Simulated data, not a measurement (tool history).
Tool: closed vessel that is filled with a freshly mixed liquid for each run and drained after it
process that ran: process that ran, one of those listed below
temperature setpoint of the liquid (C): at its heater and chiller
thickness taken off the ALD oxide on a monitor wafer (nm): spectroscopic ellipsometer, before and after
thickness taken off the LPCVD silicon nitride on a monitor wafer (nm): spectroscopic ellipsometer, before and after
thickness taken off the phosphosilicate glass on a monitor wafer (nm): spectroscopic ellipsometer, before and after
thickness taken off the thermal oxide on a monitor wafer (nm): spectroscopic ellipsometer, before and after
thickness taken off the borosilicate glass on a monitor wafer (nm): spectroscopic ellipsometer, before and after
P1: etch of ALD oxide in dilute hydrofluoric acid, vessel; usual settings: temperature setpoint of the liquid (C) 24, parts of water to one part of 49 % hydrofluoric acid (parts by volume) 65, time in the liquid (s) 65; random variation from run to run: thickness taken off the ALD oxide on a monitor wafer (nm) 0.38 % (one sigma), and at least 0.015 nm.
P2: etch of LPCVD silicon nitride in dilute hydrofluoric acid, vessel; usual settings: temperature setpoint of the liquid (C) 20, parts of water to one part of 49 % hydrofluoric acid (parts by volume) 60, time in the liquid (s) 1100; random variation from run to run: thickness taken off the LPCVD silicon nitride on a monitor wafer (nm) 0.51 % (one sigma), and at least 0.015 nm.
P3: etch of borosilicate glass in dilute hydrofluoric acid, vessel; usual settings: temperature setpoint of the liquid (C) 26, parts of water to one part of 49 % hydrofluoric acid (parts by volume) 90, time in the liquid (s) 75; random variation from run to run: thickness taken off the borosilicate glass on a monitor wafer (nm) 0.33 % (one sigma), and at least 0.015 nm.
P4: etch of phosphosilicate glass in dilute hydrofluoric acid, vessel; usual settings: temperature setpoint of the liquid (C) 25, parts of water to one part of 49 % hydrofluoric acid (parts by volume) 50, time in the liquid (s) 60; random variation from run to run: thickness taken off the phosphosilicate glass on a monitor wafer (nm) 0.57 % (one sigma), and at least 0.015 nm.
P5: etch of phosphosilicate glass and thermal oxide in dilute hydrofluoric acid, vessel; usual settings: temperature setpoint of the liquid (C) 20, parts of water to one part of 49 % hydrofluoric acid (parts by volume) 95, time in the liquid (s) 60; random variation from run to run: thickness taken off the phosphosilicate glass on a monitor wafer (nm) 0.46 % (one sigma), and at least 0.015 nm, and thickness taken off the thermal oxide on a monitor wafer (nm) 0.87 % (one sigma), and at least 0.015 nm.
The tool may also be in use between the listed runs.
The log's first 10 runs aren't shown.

| run | day | process that ran | temperature setpoint of the liquid (C) | parts of water to one part of 49 % hydrofluoric acid (parts by volume) | time in the liquid (s) | hours since the thermometer was replaced | hours since the hydrofluoric acid flow meter was replaced | thickness taken off the ALD oxide on a monitor wafer (nm) | thickness taken off the LPCVD silicon nitride on a monitor wafer (nm) | thickness taken off the phosphosilicate glass on a monitor wafer (nm) | thickness taken off the thermal oxide on a monitor wafer (nm) | thickness taken off the borosilicate glass on a monitor wafer (nm) |
|---|---|---|---|---|---|---|---|---|---|---|---|---|
| 11 | 5.588 | P1 | 24 | 65 | 115 | 729.7 | 930.2 | 36.668 |  |  |  |  |
| 12 | 6.083 | P1 | 24 | 65 | 65 | 741.6 | 942.1 | 20.617 |  |  |  |  |
| 13 | 6.588 | P3 | 18.5 | 90 | 75 | 753.7 | 954.2 |  |  |  |  | 25.888 |
| 14 | 7.154 | P4 | 25 | 80 | 60 | 767.3 | 967.8 |  |  | 163.23 |  |  |
| 15 | 7.55 | P1 | 20 | 65 | 65 | 776.8 | 977.3 | 17.512 |  |  |  |  |
| 16 | 7.971 | P3 | 26 | 90 | 125 | 786.9 | 987.4 |  |  |  |  | 58.559 |
| 17 | 8.538 | P1 | 24 | 65 | 65 | 800.5 | 1001 | 20.706 |  |  |  |  |
| 18 | 8.883 | P2 | 20 | 60 | 1100 | 808.8 | 1009.3 |  | 7.5689 |  |  |  |
| 19 | 9.542 | P5 | 20 | 55 | 60 | 824.6 | 1025.1 |  |  | 96.614 | 4.5164 |  |
| 20 | 9.917 | P1 | 24 | 35 | 65 | 833.6 | 1034.1 | 40.013 |  |  |  |  |
| 21 | 10.438 | P3 | 26 | 90 | 75 | 846.1 | 1046.6 |  |  |  |  | 35.156 |
| 22 | 10.812 | P1 | 24 | 105 | 65 | 855.1 | 1055.6 | 12.148 |  |  |  |  |

The next listed run, before its measurement:
| 23 | 11.267 | P5 | 20 | 95 | 85 | 866 | 1066.5 |  |  | ? | ? |  |

Run 23 gave thickness taken off the phosphosilicate glass on a monitor wafer (nm) 75.115, thickness taken off the thermal oxide on a monitor wafer (nm) 3.555.

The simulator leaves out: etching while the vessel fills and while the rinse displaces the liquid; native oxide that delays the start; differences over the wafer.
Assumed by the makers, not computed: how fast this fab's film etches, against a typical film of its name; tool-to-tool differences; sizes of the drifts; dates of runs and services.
